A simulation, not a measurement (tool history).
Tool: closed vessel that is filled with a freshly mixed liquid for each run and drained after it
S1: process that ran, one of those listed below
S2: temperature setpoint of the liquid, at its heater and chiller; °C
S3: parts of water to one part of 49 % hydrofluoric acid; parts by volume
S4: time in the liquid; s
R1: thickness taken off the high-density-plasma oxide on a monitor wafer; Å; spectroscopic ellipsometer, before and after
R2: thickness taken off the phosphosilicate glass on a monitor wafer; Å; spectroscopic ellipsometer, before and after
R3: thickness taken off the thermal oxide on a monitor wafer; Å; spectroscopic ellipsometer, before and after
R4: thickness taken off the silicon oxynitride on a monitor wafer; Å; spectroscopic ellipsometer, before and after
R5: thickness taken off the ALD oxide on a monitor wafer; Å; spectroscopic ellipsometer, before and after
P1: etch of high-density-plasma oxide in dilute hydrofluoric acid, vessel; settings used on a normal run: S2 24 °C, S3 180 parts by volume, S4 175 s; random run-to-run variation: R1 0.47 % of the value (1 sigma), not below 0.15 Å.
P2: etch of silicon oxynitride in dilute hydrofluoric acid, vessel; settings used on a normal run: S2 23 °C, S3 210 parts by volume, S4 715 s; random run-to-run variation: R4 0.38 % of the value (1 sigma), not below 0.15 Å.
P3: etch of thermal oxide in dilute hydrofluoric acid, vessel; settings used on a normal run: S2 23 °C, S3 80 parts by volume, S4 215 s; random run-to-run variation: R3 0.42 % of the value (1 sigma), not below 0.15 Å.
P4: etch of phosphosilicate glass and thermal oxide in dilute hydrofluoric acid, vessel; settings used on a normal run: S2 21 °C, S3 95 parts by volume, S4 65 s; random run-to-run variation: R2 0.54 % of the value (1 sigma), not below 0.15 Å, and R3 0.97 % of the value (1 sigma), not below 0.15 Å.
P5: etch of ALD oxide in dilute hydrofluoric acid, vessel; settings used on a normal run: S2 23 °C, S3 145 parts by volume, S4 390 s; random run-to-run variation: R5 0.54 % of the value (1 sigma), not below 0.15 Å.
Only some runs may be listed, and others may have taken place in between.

run   hour  S1    S2   S3    S4      R1      R2      R3      R4      R5
  1    4.9  P1    24  180   175  67.346
  2    8.5  P4    21  130    65          359.54  20.805
  3   14.6  P1    24  180   175  67.384
  4   19.8  P1    17  180   175  51.476
  5     26  P1    24  320   175  33.096
  6   29.6  P2    23  210   715                          136.09
  7   35.9  P3    23   80   430                  256.49
  8   43.6  P5    30  145   390                                  530.88
  9     47  P3    23  130   215                  74.749
 10   54.7  P5    23  145   190                                  197.01
 11   59.8  P1    29  180   175  80.824
 12   66.3  P1    24  180   175  67.249
 13   71.8  P3    23   80   215                  127.94
 14   76.4  P1    31  250   175  57.083
 15   81.3  P1    24  180   175  67.049
 16   85.9  P1    24  180   345  132.45
 17   89.8  P5    23  210   390                                  262.42
 18   94.8  P2    23   40   715                           819.2
 19   99.9  P3    23   80   215                  127.91
 20  105.2  P4    21   95   125          989.21  57.689
 21    110  P4    17   95    65          436.11   25.32
 22  115.6  P4    21   95    65          514.32  29.408
 23  120.1  P3  30.5   80   215                   172.7
 24  125.1  P2    19  210   715                          112.91
 25  132.7  P1    24  180   100  38.276
 26  137.5  P5    23  145   390                                     403
 27  145.3  P1    24  105   175  125.91
 28  152.4  P2    23  210  1320                          252.12
 29  159.5  P1    24  180   175  67.515
 30    165  P1    24  180   175  68.489
 31  170.6  P1    24  180   175  70.889
 32  177.5  P1    24  180   175  70.931
 33  183.4  P1    24  180   175  71.715

The next listed run, before its measurement:
 34  187.3  P1  24  180  175   ?

Run 34 produced R1 72.944 Å.

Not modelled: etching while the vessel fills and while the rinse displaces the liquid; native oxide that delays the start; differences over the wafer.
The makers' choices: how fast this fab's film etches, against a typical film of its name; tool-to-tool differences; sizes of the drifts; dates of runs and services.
